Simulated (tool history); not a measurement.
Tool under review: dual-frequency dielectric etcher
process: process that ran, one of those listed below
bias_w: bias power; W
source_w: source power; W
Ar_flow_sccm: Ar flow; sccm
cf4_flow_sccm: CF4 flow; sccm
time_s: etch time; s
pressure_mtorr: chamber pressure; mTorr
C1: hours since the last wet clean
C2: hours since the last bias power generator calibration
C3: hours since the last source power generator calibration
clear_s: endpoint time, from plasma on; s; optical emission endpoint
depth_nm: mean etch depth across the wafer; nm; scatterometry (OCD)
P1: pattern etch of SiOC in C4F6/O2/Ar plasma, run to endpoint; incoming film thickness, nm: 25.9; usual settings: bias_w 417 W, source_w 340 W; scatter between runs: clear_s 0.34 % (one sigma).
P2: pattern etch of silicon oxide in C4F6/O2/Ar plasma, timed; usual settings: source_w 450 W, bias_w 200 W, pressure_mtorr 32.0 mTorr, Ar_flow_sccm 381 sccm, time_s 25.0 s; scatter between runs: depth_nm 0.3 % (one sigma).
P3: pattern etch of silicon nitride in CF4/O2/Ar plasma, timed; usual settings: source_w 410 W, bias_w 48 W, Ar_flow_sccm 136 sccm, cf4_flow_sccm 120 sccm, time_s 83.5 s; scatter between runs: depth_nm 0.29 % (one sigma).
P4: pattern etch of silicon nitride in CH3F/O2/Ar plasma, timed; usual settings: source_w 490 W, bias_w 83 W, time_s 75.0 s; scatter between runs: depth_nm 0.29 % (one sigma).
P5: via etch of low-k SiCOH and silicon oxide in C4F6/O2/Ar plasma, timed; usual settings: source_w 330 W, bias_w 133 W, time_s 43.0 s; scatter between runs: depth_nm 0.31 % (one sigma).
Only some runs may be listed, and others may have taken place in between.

run 1 day=0.275 | process=P1 bias_w=417 source_w=340 | C1=249.7 C2=646.8 C3=617.9 | clear_s=9.9777
run 2 day=0.529 | process=P1 bias_w=417 source_w=340 | C1=255.8 C2=652.9 C3=624.0 | clear_s=9.9680
run 3 day=0.958 | process=P3 bias_w=48 source_w=410 Ar_flow_sccm=136 cf4_flow_sccm=120 time_s=62.0 | C1=266.1 C2=663.2 C3=634.3 | depth_nm=93.859
-- day=1.425 source power generator calibrated
run 4 day=1.458 | process=P5 bias_w=133 source_w=330 time_s=23.5 | C1=278.1 C2=675.2 C3=0.9 | depth_nm=50.603
run 5 day=1.854 | process=P3 bias_w=68 source_w=410 Ar_flow_sccm=136 cf4_flow_sccm=120 time_s=83.5 | C1=287.6 C2=684.7 C3=10.4 | depth_nm=144.720
run 6 day=2.142 | process=P2 bias_w=200 source_w=330 Ar_flow_sccm=381 time_s=25.0 pressure_mtorr=32.0 | C1=294.5 C2=691.6 C3=17.3 | depth_nm=73.648
run 7 day=2.550 | process=P1 bias_w=417 source_w=340 | C1=304.3 C2=701.4 C3=27.1 | clear_s=9.9847
run 8 day=2.800 | process=P4 bias_w=83 source_w=380 time_s=75.0 | C1=310.3 C2=707.4 C3=33.1 | depth_nm=54.734
run 9 day=3.288 | process=P5 bias_w=133 source_w=330 time_s=43.0 | C1=322.0 C2=719.1 C3=44.8 | depth_nm=92.058
run 10 day=3.788 | process=P1 bias_w=417 source_w=410 | C1=334.0 C2=731.1 C3=56.8 | clear_s=9.3004
run 11 day=4.267 | process=P1 bias_w=588 source_w=340 | C1=345.5 C2=742.6 C3=68.3 | clear_s=8.7843
run 12 day=4.550 | process=P2 bias_w=200 source_w=450 Ar_flow_sccm=381 time_s=35.5 pressure_mtorr=32.0 | C1=352.3 C2=749.4 C3=75.1 | depth_nm=118.390
run 13 day=4.938 | process=P3 bias_w=48 source_w=410 Ar_flow_sccm=80 cf4_flow_sccm=120 time_s=83.5 | C1=361.6 C2=758.7 C3=84.4 | depth_nm=134.440
run 14 day=5.262 | process=P1 bias_w=417 source_w=340 | C1=369.4 C2=766.5 C3=92.2 | clear_s=9.9477
run 15 day=5.583 | process=P1 bias_w=417 source_w=340 | C1=377.1 C2=774.2 C3=99.9 | clear_s=9.9712
run 16 day=6.050 | process=P4 bias_w=83 source_w=490 time_s=75.0 | C1=388.3 C2=785.4 C3=111.1 | depth_nm=60.392
run 17 day=6.429 | process=P3 bias_w=48 source_w=410 Ar_flow_sccm=136 cf4_flow_sccm=159 time_s=83.5 | C1=397.4 C2=794.5 C3=120.2 | depth_nm=131.290
run 18 day=6.792 | process=P2 bias_w=134 source_w=450 Ar_flow_sccm=381 time_s=25.0 pressure_mtorr=32.0 | C1=406.1 C2=803.2 C3=128.9 | depth_nm=73.548
run 19 day=7.121 | process=P5 bias_w=133 source_w=250 time_s=43.0 | C1=414.0 C2=811.1 C3=136.8 | depth_nm=83.171
-- day=7.238 wet clean of the chamber
run 20 day=7.442 | process=P2 bias_w=200 source_w=450 Ar_flow_sccm=381 time_s=25.0 pressure_mtorr=32.0 | C1=5.0 C2=818.8 C3=144.5 | depth_nm=83.162
run 21 day=7.704 | process=P1 bias_w=417 source_w=260 | C1=11.3 C2=825.1 C3=150.8 | clear_s=11.0520
run 22 day=8.092 | process=P5 bias_w=158 source_w=330 time_s=43.0 | C1=20.6 C2=834.4 C3=160.1 | depth_nm=97.218
run 23 day=8.579 | process=P4 bias_w=57 source_w=490 time_s=75.0 | C1=32.3 C2=846.1 C3=171.8 | depth_nm=53.089
run 24 day=8.946 | process=P1 bias_w=517 source_w=240 | C1=41.1 C2=854.9 C3=180.6 | clear_s=10.4780
run 25 day=9.367 | process=P3 bias_w=48 source_w=550 Ar_flow_sccm=136 cf4_flow_sccm=120 time_s=83.5 | C1=51.2 C2=865.0 C3=190.7 | depth_nm=162.880
run 26 day=9.758 | process=P3 bias_w=48 source_w=410 Ar_flow_sccm=136 cf4_flow_sccm=120 time_s=83.5 | C1=60.6 C2=874.4 C3=200.1 | depth_nm=126.080
run 27 day=10.246 | process=P2 bias_w=200 source_w=450 Ar_flow_sccm=381 time_s=25.0 pressure_mtorr=41.5 | C1=72.3 C2=886.1 C3=211.8 | depth_nm=80.961
run 28 day=10.483 | process=P2 bias_w=200 source_w=450 Ar_flow_sccm=381 time_s=25.0 pressure_mtorr=32.0 | C1=78.0 C2=891.8 C3=217.5 | depth_nm=83.534
run 29 day=10.904 | process=P1 bias_w=417 source_w=340 | C1=88.1 C2=901.9 C3=227.6 | clear_s=9.9298
run 30 day=11.342 | process=P4 bias_w=83 source_w=490 time_s=110.0 | C1=98.6 C2=912.4 C3=238.1 | depth_nm=88.289
run 31 day=11.662 | process=P2 bias_w=200 source_w=450 Ar_flow_sccm=256 time_s=25.0 pressure_mtorr=32.0 | C1=106.3 C2=920.1 C3=245.8 | depth_nm=86.617
run 32 day=11.946 | process=P3 bias_w=48 source_w=410 Ar_flow_sccm=136 cf4_flow_sccm=120 time_s=83.5 | C1=113.1 C2=926.9 C3=252.6 | depth_nm=127.120

Forecast run 33:
run 33 day=12.292 | process=P1 bias_w=281 source_w=340 | C1=121.4 C2=935.2 C3=260.9 | clear_s=?

clear_s: 11.4140 s

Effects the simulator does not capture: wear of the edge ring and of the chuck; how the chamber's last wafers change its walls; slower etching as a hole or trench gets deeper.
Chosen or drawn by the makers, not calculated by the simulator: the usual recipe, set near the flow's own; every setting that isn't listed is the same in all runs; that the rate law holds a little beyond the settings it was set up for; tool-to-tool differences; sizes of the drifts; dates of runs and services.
